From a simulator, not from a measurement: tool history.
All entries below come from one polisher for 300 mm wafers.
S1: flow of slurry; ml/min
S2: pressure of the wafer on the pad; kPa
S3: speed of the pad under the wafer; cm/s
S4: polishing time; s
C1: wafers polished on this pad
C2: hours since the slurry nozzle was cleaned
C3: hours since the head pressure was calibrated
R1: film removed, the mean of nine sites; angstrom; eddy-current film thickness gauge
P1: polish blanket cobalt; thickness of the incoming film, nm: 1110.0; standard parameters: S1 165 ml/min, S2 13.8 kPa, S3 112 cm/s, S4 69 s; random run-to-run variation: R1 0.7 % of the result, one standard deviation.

run,hour,S1,S2,S3,S4,C1,C2,C3,R1
1,11.0,165,13.8,112,69,409,364.8,483.1,4596.1
2,21.5,165,13.8,112,69,549,375.3,493.6,4559.7
3,28.3,225,13.8,112,69,639,382.1,500.4,4816.8
4,36.0,165,21.4,112,69,741,389.8,508.1,7182.8
5,42.2,100,13.8,112,69,824,396.0,514.3,4194.8
6,51.3,165,13.8,112,50,944,405.1,523.4,3295.9
7,58.2,165,13.8,50,69,1036,412.0,530.3,2057.8
8,69.8,165,13.8,112,106,1190,423.6,541.9,7119.2
9,75.4,165,13.8,112,69,1264,429.2,547.5,4620.6
10,82.8,165,13.8,70,86,1363,436.6,554.9,3603.2
11,92.2,165,13.8,112,69,1488,446.0,564.3,4585.6
12,99.7,165,13.8,112,69,1587,453.5,571.8,4561.9
13,107.4,165,8.3,112,69,1689,461.2,579.5,2737.6
14,117.6,165,13.8,168,69,1825,471.4,589.7,6807.9
15,123.2,165,13.8,112,69,1899,477.0,595.3,4642.6
16,133.1,165,13.8,112,69,2031,486.9,605.2,4594.1
17,139.4,165,13.8,112,69,2114,493.2,611.5,4490.5

Predict the results of run 18:
18,145.9,165,13.8,112,69,2201,499.7,618.0,?

Logged for run 18: R1 4504.8 angstrom.
